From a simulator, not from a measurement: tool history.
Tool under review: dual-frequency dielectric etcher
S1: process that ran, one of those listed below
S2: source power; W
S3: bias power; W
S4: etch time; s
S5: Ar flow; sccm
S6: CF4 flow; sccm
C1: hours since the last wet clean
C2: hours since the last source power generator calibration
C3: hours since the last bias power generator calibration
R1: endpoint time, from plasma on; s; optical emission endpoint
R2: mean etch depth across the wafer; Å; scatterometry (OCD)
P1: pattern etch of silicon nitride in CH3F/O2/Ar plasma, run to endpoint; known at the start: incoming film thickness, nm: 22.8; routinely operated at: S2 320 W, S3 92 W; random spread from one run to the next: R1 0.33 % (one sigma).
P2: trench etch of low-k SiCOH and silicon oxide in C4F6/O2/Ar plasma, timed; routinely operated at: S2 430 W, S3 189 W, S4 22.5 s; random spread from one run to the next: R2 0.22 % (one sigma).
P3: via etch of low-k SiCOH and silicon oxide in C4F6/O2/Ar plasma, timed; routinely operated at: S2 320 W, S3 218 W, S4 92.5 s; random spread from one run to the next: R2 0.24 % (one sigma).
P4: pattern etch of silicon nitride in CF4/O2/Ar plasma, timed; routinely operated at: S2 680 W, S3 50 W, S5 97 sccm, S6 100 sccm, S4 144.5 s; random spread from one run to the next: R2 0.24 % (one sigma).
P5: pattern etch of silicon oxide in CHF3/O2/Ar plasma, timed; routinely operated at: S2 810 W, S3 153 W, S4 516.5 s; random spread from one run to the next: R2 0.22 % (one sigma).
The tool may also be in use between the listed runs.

run   hour  S1   S2   S3     S4   S5   S6     C1     C2      C3      R1        R2
  1   14.8  P1  320   92                   360.4  382.0  1606.0  31.963
  2   29.6  P1  380   92                   375.2  396.8  1620.8  30.065
  3   45.2  P5  810  153  330.0            390.8  412.4  1636.4           7135.10
  4   62.2  P5  630  153  516.5            407.8  429.4  1653.4          10134.00
  5   77.8  P3  320  218   55.5            423.4  445.0  1669.0           1539.30
  6   93.4  P4  680   50  144.5   97  133  439.0  460.6  1684.6           3697.90
  7  110.7  P4  680   50   94.5   97  100  456.3  477.9  1701.9           2346.20
  8  121.3  P1  320   92                   466.9  488.5  1712.5  31.767
  9  134.3  P3  400  218   92.5            479.9  501.5  1725.5           2810.90
 10  147.7  P1  320   57                   493.3  514.9  1738.9  37.851
 11  156.9  P2  560  189   22.5            502.5  524.1  1748.1            828.55
 12  175.1  P1  320   92                   520.7  542.3  1766.3  32.064
     175.2  -- source power generator calibrated
 13  187.9  P1  320   92                   533.5   12.8  1779.1  31.781
 14  200.7  P2  430  189   22.5            546.3   25.6  1791.9            745.79
 15  211.7  P1  320   92                   557.3   36.6  1802.9  31.975
 16  220.6  P3  320  290   92.5            566.2   45.5  1811.8           2842.80
 17  234.2  P2  430  121   22.5            579.8   59.1  1825.4            649.97
 18  248.3  P1  320  111                   593.9   73.2  1839.5  29.771
 19  260.0  P1  320   92                   605.6   84.9  1851.2  31.969
 20  272.7  P2  430  189   22.5            618.3   97.6  1863.9            744.71
 21  288.2  P4  680   50  144.5   97  100  633.8  113.1  1879.4           3578.00
 22  306.4  P3  320  218   92.5            652.0  131.3  1897.6           2576.20
 23  317.9  P4  930   50  144.5   97  100  663.5  142.8  1909.1           4700.00
 24  329.2  P1  260  110                   674.8  154.1  1920.4  32.076
 25  343.6  P1  230   92                   689.2  168.5  1934.8  35.996
 26  359.6  P2  430  189   30.5            705.2  184.5  1950.8           1012.10
 27  368.5  P4  680   50  144.5  117  100  714.1  193.4  1959.7           3497.40
 28  385.4  P5  810  153  516.5            731.0  210.3  1976.6          11153.00
 29  400.0  P4  680   35  144.5   97  100  745.6  224.9  1991.2           3150.20
 30  414.2  P5  810  113  516.5            759.8  239.1  2005.4          10155.00
 31  429.2  P1  320   92                   774.8  254.1  2020.4  31.831
 32  437.6  P1  210  112                   783.2  262.5  2028.8  34.553
 33  452.0  P1  320   92                   797.6  276.9  2043.2  31.806
 34  461.4  P1  320   92                   807.0  286.3  2052.6  32.167
 35  474.9  P1  320   92                   820.5  299.8  2066.1  32.196
 36  486.0  P1  320   92                   831.6  310.9  2077.2  32.264
 37  502.1  P1  320   92                   847.7  327.0  2093.3  32.401
     509.9  -- wet clean of the chamber
 38  519.3  P1  320   92                     9.4  344.2  2110.5  32.463
 39  529.6  P1  320   92                    19.7  354.5  2120.8  32.330
 40  546.9  P1  320   92                    37.0  371.8  2138.1  32.288

What P1 gives has crept away from where it was. These 2 causes fit the log equally well, each at the size given:
A: source power that arrives under what is set, % = 4.31
B: bias power that arrives under what is set, % = 4.39
The creep began at about hour 452.0.
Every other cause this tool's parts could produce, and why it does not fit the log:
chamber walls in a state that lowers the etch rate, %: serviced at hour 509.9, after the change had begun; the process did not return to its earlier output

Of the 4 check runs listed below, each run on one wafer and each result written as a question mark, which would let you distinguish the listed causes because they would give clearly different results?
check 1  564.2  P2  510  189   27.5                            ?
check 2  564.2  P5  660  153  516.5                            ?
check 3  564.2  P4  870   50  144.5  97  127                   ?
check 4  564.2  P3  320  264   92.5                            ?

What every check run would give for each of its results, assuming each possible cause in turn:
  check  result      if A      if B
check 1      R2    957.43    960.49
check 2      R2  10119.00  10145.00
check 3      R2   4398.80   4502.40
check 4      R2   2701.60   2704.90
Smallest distance between any two causes, each pair judged by its most separating result, in per cent: check 1 0.32 %; check 2 0.26 %; check 3 2.33 %; check 4 0.12 %
Only in check 3 would the causes give clearly different results; in the remaining checks their results would be nearly the same.

Check 3 has now been run. It gave: R2 4495.10 Å. Which of the candidate causes is it?

The cause is B: bias power that arrives under what is set, %.

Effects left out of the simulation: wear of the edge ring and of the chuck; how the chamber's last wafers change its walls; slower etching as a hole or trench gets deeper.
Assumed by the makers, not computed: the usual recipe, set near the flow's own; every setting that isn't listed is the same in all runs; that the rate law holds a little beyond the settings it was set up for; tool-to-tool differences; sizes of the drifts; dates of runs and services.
